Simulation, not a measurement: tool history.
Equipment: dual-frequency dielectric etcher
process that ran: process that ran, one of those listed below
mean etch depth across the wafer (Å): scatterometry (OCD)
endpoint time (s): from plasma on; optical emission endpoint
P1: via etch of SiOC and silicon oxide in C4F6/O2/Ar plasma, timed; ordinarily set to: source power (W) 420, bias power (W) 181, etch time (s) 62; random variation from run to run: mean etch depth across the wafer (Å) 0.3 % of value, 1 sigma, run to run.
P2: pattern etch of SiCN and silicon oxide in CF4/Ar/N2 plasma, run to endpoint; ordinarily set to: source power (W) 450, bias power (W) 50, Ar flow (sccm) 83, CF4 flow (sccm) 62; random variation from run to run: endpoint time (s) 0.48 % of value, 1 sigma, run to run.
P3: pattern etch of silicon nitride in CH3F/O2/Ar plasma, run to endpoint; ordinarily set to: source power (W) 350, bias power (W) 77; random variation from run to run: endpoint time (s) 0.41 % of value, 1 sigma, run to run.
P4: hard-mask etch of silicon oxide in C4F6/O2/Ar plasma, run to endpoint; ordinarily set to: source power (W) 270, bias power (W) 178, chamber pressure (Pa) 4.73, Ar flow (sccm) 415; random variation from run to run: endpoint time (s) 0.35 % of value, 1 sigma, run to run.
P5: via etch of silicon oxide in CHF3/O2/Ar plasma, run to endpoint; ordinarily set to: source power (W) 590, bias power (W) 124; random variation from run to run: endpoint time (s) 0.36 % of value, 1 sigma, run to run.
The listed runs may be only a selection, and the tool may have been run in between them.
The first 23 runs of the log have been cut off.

run,hour,process that ran,source power (W),bias power (W),etch time (s),chamber pressure (Pa),Ar flow (sccm),CF4 flow (sccm),hours since the last wet clean,hours since the last source power generator calibration,hours since the last bias power generator calibration,mean etch depth across the wafer (Å),endpoint time (s)
24,184.3,P5,350,124,,,,,592.4,700.7,1919.6,,389.58
25,191.4,P1,420,246,62,,,,599.5,707.8,1926.7,827.19,
26,196.2,P3,350,77,,,,,604.3,712.6,1931.5,,46.252
27,203.7,P1,420,181,80,,,,611.8,720.1,1939,961.39,
28,213.1,P4,270,178,,6.6,415,,621.2,729.5,1948.4,,127.51
29,217.9,P1,420,181,62,,,,626,734.3,1953.2,742.15,
30,224.4,P2,450,70,,,83,62,632.5,740.8,1959.7,,18.031
31,233.7,P3,350,104,,,,,641.8,750.1,1969,,41.734
32,244.1,P1,420,181,62,,,,652.2,760.5,1979.4,745.68,
33,250.7,P1,420,181,62,,,,658.8,767.1,1986,747.74,
34,255.7,P1,420,181,62,,,,663.8,772.1,1991,751.19,
35,264.5,P1,420,181,62,,,,672.6,780.9,1999.8,748.46,
36,269.6,P1,420,181,62,,,,677.7,786,2004.9,753.81,
37,278.2,P1,420,181,62,,,,686.3,794.6,2013.5,754.05,

For run 38, what comes out?
38,283.4,P1,420,181,62,,,,691.5,799.8,2018.7,?,

{"run 38": {"mean etch depth across the wafer (Å)": 756.69}}
